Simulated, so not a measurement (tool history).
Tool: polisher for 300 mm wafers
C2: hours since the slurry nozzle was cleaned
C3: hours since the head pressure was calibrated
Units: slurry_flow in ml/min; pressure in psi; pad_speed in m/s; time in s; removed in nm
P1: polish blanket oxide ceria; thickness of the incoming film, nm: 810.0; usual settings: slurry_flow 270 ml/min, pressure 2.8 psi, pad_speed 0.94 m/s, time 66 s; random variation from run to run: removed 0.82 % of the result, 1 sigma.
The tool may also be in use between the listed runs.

run 1 hour=5.0 | slurry_flow=270 pressure=2.8 pad_speed=0.94 time=66 | wafers_polished_on_this_pad=538 C2=140.0 C3=507.5 | removed=209.280
run 2 hour=7.9 | slurry_flow=195 pressure=2.8 pad_speed=0.94 time=32 | wafers_polished_on_this_pad=569 C2=142.9 C3=510.4 | removed=99.785
run 3 hour=12.3 | slurry_flow=160 pressure=2.8 pad_speed=0.94 time=66 | wafers_polished_on_this_pad=616 C2=147.3 C3=514.8 | removed=196.120
run 4 hour=15.2 | slurry_flow=270 pressure=2.8 pad_speed=0.94 time=44 | wafers_polished_on_this_pad=647 C2=150.2 C3=517.7 | removed=138.780
run 5 hour=17.5 | slurry_flow=270 pressure=2.8 pad_speed=0.56 time=66 | wafers_polished_on_this_pad=672 C2=152.5 C3=520.0 | removed=126.850
run 6 hour=22.4 | slurry_flow=395 pressure=2.8 pad_speed=0.94 time=91 | wafers_polished_on_this_pad=724 C2=157.4 C3=524.9 | removed=297.840
run 7 hour=25.5 | slurry_flow=270 pressure=4.4 pad_speed=0.94 time=66 | wafers_polished_on_this_pad=757 C2=160.5 C3=528.0 | removed=330.010
run 8 hour=28.6 | slurry_flow=365 pressure=2.8 pad_speed=0.94 time=66 | wafers_polished_on_this_pad=791 C2=163.6 C3=531.1 | removed=215.830
run 9 hour=32.3 | slurry_flow=270 pressure=2.8 pad_speed=0.94 time=66 | wafers_polished_on_this_pad=830 C2=167.3 C3=534.8 | removed=212.440
run 10 hour=34.6 | slurry_flow=270 pressure=2.8 pad_speed=0.94 time=103 | wafers_polished_on_this_pad=855 C2=169.6 C3=537.1 | removed=334.450
run 11 hour=37.8 | slurry_flow=270 pressure=2.8 pad_speed=0.94 time=66 | wafers_polished_on_this_pad=889 C2=172.8 C3=540.3 | removed=211.360
run 12 hour=41.3 | slurry_flow=185 pressure=4.0 pad_speed=0.94 time=66 | wafers_polished_on_this_pad=926 C2=176.3 C3=543.8 | removed=286.960

Run 13 comes next. What will it give?
run 13 hour=44.4 | slurry_flow=270 pressure=2.8 pad_speed=0.94 time=66 | wafers_polished_on_this_pad=959 C2=179.4 C3=546.9 | removed=?

Run 13 gave removed 211.310 nm.

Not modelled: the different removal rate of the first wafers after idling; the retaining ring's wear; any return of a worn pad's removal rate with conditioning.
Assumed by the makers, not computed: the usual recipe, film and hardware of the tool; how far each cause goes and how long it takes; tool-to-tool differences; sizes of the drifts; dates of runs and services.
